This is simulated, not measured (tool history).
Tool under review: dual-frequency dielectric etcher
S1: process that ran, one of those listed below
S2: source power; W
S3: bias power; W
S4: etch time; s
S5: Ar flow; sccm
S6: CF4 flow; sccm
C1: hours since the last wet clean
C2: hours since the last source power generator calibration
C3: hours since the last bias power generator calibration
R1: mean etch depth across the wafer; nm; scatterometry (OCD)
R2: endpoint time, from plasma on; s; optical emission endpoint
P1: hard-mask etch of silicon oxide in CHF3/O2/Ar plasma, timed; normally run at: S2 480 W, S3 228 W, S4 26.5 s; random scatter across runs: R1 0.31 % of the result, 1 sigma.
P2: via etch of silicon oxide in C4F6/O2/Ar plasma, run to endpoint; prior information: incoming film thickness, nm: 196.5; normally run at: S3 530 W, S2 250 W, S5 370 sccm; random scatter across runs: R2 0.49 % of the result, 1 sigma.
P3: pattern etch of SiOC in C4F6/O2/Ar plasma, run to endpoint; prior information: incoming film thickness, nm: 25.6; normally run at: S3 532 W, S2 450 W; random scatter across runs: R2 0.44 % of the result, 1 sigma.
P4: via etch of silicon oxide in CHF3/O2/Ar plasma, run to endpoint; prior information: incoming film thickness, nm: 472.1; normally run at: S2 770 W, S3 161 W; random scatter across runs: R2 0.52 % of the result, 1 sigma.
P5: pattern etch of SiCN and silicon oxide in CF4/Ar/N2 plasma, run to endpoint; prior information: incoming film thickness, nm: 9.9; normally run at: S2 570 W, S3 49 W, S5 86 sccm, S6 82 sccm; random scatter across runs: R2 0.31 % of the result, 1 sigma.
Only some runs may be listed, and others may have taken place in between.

Run 1, day 0.354: S1 P1, S2 480 W, S3 228 W, S4 26.5 s; C1 394.7; C2 363.3; C3 1182.6. Result: R1 50.55 nm.
Run 2, day 0.821: S1 P2, S2 250 W, S3 530 W, S5 496 sccm; C1 405.9; C2 374.5; C3 1193.8. Result: R2 54.259 s.
Run 3, day 1.321: S1 P1, S2 480 W, S3 228 W, S4 33.5 s; C1 417.9; C2 386.5; C3 1205.8. Result: R1 64.274 nm.
Run 4, day 1.588: S1 P1, S2 480 W, S3 228 W, S4 26.5 s; C1 424.3; C2 392.9; C3 1212.2. Result: R1 50.814 nm.
Run 5, day 2.121: S1 P2, S2 250 W, S3 751 W, S5 370 sccm; C1 437.1; C2 405.7; C3 1225. Result: R2 45.657 s.
Run 6, day 2.558: S1 P4, S2 990 W, S3 161 W; C1 447.6; C2 416.2; C3 1235.5. Result: R2 199.45 s.
Run 7, day 2.912: S1 P1, S2 640 W, S3 228 W, S4 26.5 s; C1 456.1; C2 424.7; C3 1244. Result: R1 56.64 nm.
Run 8, day 3.262: S1 P1, S2 480 W, S3 158 W, S4 26.5 s; C1 464.5; C2 433.1; C3 1252.4. Result: R1 44.617 nm.
Run 9, day 3.621: S1 P1, S2 480 W, S3 138 W, S4 17 s; C1 473.1; C2 441.7; C3 1261. Result: R1 27.507 nm.
Run 10, day 4.075: S1 P4, S2 770 W, S3 161 W; C1 484; C2 452.6; C3 1271.9. Result: R2 220.56 s.
Run 11, day 4.412: S1 P5, S2 570 W, S3 49 W, S5 114 sccm, S6 82 sccm; C1 492.1; C2 460.7; C3 1280. Result: R2 10.755 s.
Run 12, day 4.65: S1 P1, S2 390 W, S3 228 W, S4 21 s; C1 497.8; C2 466.4; C3 1285.7. Result: R1 37.368 nm.
Run 13, day 5.088: S1 P1, S2 480 W, S3 228 W, S4 26.5 s; C1 508.3; C2 476.9; C3 1296.2. Result: R1 50.949 nm.
Run 14, day 5.588: S1 P1, S2 480 W, S3 228 W, S4 16.5 s; C1 520.3; C2 488.9; C3 1308.2. Result: R1 31.644 nm.
Run 15, day 5.962: S1 P3, S2 450 W, S3 532 W; C1 529.3; C2 497.9; C3 1317.2. Result: R2 8.1329 s.
Run 16, day 6.208: S1 P4, S2 770 W, S3 161 W; C1 535.2; C2 503.8; C3 1323.1. Result: R2 221.84 s.
Run 17, day 6.483: S1 P3, S2 550 W, S3 532 W; C1 541.8; C2 510.4; C3 1329.7. Result: R2 7.5277 s.
Run 18, day 6.933: S1 P1, S2 480 W, S3 228 W, S4 26.5 s; C1 552.6; C2 521.2; C3 1340.5. Result: R1 50.988 nm.
Run 19, day 7.179: S1 P5, S2 570 W, S3 49 W, S5 86 sccm, S6 82 sccm; C1 558.5; C2 527.1; C3 1346.4. Result: R2 10.222 s.
Run 20, day 7.475: S1 P1, S2 480 W, S3 228 W, S4 26.5 s; C1 565.6; C2 534.2; C3 1353.5. Result: R1 50.96 nm.
Run 21, day 7.854: S1 P1, S2 480 W, S3 278 W, S4 26.5 s; C1 574.7; C2 543.3; C3 1362.6. Result: R1 54.837 nm.
Run 22, day 8.296: S1 P5, S2 570 W, S3 67 W, S5 86 sccm, S6 82 sccm; C1 585.3; C2 553.9; C3 1373.2. Result: R2 9.3391 s.
Run 23, day 8.775: S1 P2, S2 170 W, S3 530 W, S5 370 sccm; C1 596.8; C2 565.4; C3 1384.7. Result: R2 60.364 s.
Run 24, day 9.129: S1 P1, S2 350 W, S3 228 W, S4 26.5 s; C1 605.3; C2 573.9; C3 1393.2. Result: R1 45.144 nm.
Run 25, day 9.479: S1 P5, S2 700 W, S3 49 W, S5 86 sccm, S6 82 sccm; C1 613.7; C2 582.3; C3 1401.6. Result: R2 8.5225 s.
Run 26, day 9.817: S1 P4, S2 770 W, S3 130 W; C1 621.8; C2 590.4; C3 1409.7. Result: R2 237.2 s.
Run 27, day 10.229: S1 P5, S2 570 W, S3 49 W, S5 86 sccm, S6 53 sccm; C1 631.7; C2 600.3; C3 1419.6. Result: R2 11.014 s.
Run 28, day 10.588: S1 P2, S2 250 W, S3 530 W, S5 370 sccm; C1 640.3; C2 608.9; C3 1428.2. Result: R2 52.633 s.
Run 29, day 11.112: S1 P1, S2 480 W, S3 228 W, S4 26.5 s; C1 652.9; C2 621.5; C3 1440.8. Result: R1 50.812 nm.
Run 30, day 11.654: S1 P3, S2 450 W, S3 701 W; C1 665.9; C2 634.5; C3 1453.8. Result: R2 7.3326 s.
Run 31, day 11.9: S1 P2, S2 250 W, S3 530 W, S5 370 sccm; C1 671.8; C2 640.4; C3 1459.7. Result: R2 52.673 s.
Run 32, day 12.412: S1 P1, S2 480 W, S3 228 W, S4 26.5 s; C1 684.1; C2 652.7; C3 1472. Result: R1 50.592 nm.
Run 33, day 12.829: S1 P1, S2 480 W, S3 228 W, S4 26.5 s; C1 694.1; C2 662.7; C3 1482. Result: R1 51.119 nm.
Run 34, day 13.188: S1 P1, S2 480 W, S3 228 W, S4 26.5 s; C1 702.7; C2 671.3; C3 1490.6. Result: R1 51.579 nm.
Run 35, day 13.433: S1 P1, S2 480 W, S3 228 W, S4 26.5 s; C1 708.6; C2 677.2; C3 1496.5. Result: R1 51.501 nm.
Run 36, day 13.917: S1 P1, S2 480 W, S3 228 W, S4 26.5 s; C1 720.2; C2 688.8; C3 1508.1. Result: R1 51.497 nm.
At day 14.104: wet clean of the chamber.
Run 37, day 14.25: S1 P1, S2 480 W, S3 228 W, S4 26.5 s; C1 3.6; C2 696.8; C3 1516.1. Result: R1 51.643 nm.
Run 38, day 14.55: S1 P1, S2 480 W, S3 228 W, S4 26.5 s; C1 10.8; C2 704; C3 1523.3. Result: R1 51.63 nm.
Run 39, day 15.067: S1 P1, S2 480 W, S3 228 W, S4 26.5 s; C1 23.2; C2 716.4; C3 1535.7. Result: R1 51.533 nm.

What P1 gives has crept off from where it sat before. The 2 causes that follow fit the log equally well, each at the size noted:
A: source power that arrives over what is set, % = 4.16
B: bias power that arrives over what is set, % = 4.37
The process output started creeping at around day 12.412.
Why every other cause is out:
chamber walls in a state that raises the etch rate, %: was serviced at day 14.104, once the creep was under way, yet the earlier output never came back

Consider the 4 single-wafer check runs listed below, results given as question marks: which one distinguishes between the causes by giving clearly different results for each?
Run check 1, day 15.583: S1 P4, S2 770 W, S3 161 W. Result: R2 ?.
Run check 2, day 15.583: S1 P3, S2 450 W, S3 532 W. Result: R2 ?.
Run check 3, day 15.583: S1 P5, S2 570 W, S3 49 W, S5 86 sccm, S6 82 sccm. Result: R2 ?.
Run check 4, day 15.583: S1 P2, S2 250 W, S3 530 W, S5 370 sccm. Result: R2 ?.

Check results expected under each cause:
  check  result    if A    if B
check 1      R2  218.13  218.55
check 2      R2  8.0161  8.0078
check 3      R2  9.8521  10.095
check 4      R2  51.683  51.598
Distance between the nearest two causes, measured in the result of the check that separates them most: check 1 0.19 %; check 2 0.1 %; check 3 2.44 %; check 4 0.16 %
The causes can be told apart only by check 3. The other checks would give nearly the same results under each of them.

Check 3 was then run and gave: R2 10.095 s. Which cause is it?

Of the candidate causes, it is B: bias power that arrives over what is set, %.

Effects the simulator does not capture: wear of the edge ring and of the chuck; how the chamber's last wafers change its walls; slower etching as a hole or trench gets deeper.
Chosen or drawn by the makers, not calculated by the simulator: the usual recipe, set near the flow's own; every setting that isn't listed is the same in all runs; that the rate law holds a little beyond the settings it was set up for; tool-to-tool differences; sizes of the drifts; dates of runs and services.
